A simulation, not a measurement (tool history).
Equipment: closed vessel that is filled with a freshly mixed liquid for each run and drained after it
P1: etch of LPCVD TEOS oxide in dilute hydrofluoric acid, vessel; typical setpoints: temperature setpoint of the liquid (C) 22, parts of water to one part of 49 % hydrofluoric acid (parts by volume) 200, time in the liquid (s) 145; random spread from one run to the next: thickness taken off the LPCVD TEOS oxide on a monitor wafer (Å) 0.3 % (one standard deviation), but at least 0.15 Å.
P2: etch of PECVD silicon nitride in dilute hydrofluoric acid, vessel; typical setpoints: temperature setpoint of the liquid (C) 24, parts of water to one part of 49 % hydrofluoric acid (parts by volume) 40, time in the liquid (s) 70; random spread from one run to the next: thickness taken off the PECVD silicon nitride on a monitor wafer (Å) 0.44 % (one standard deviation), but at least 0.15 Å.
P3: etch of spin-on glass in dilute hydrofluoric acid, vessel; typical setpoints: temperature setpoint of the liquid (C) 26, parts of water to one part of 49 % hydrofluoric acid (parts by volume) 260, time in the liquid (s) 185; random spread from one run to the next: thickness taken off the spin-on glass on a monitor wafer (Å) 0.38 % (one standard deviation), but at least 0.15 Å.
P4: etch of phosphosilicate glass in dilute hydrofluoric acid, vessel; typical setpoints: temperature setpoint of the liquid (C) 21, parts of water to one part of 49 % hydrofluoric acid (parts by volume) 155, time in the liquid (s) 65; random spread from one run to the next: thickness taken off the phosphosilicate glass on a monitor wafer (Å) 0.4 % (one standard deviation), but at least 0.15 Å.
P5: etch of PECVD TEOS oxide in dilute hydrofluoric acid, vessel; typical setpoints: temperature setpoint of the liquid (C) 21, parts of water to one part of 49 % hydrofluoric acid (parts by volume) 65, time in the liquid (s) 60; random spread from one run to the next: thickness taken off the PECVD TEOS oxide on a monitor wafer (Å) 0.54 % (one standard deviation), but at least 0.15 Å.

run	hour	process that ran	temperature setpoint of the liquid (C)	parts of water to one part of 49 % hydrofluoric acid (parts by volume)	time in the liquid (s)	hours since the thermometer was replaced	hours since the hydrofluoric acid flow meter was replaced	thickness taken off the LPCVD TEOS oxide on a monitor wafer (Å)	thickness taken off the spin-on glass on a monitor wafer (Å)	thickness taken off the phosphosilicate glass on a monitor wafer (Å)	thickness taken off the PECVD TEOS oxide on a monitor wafer (Å)	thickness taken off the PECVD silicon nitride on a monitor wafer (Å)
1	12.6	P1	22	200	145	597.7	471.6	338.3				
2	20.6	P1	17	200	145	605.7	479.6	276.91				
3	28.1	P1	22	200	145	613.2	487.1	335.43				
4	38.6	P3	26	100	185	623.7	497.6		707.55			
5	51	P4	21	155	65	636.1	510			238.79		
6	65.9	P1	22	200	30	651	524.9	69.795				
7	77.8	P1	22	100	145	662.9	536.8	748.69				
8	91.8	P1	18.5	200	220	676.9	550.8	445.27				
9	102.4	P4	21	50	65	687.5	561.4			834.3		
10	117	P5	21	65	30	702.1	576				48.676	
11	132.3	P3	30	260	185	717.4	591.3		257.14			
12	147.1	P5	21	105	60	732.2	606.1				57.161	
13	157.3	P1	22	200	145	742.4	616.3	338.5				
14	165.4	P5	27	65	60	750.5	624.4				125.3	
15	178	P2	17	40	70	763.1	637					32.95
16	187.3	P1	29.5	200	145	772.4	646.3	441.68				
17	200	P2	24	40	120	785.1	659					91.765
18	211.6	P1	22	335	145	796.7	670.6	176.46				
19	224.8	P3	26	260	185	809.9	683.8		225.34			
20	234	P3	26	260	80	819.1	693		98.263			
21	243.4	P5	21	65	60	828.5	702.4				96.654	
22	254.1	P1	22	200	225	839.2	713.1	521.33				
23	265.1	P1	22	200	145	850.2	724.1	336.85				
24	275.7	P1	22	200	145	860.8	734.7	338.47				
25	290.6	P4	29	155	65	875.7	749.6			323.41		

What will run 26 give?
26	301	P2	24	40	70	886.1	760					?

Logged for run 26: thickness taken off the PECVD silicon nitride on a monitor wafer (Å) 53.802.

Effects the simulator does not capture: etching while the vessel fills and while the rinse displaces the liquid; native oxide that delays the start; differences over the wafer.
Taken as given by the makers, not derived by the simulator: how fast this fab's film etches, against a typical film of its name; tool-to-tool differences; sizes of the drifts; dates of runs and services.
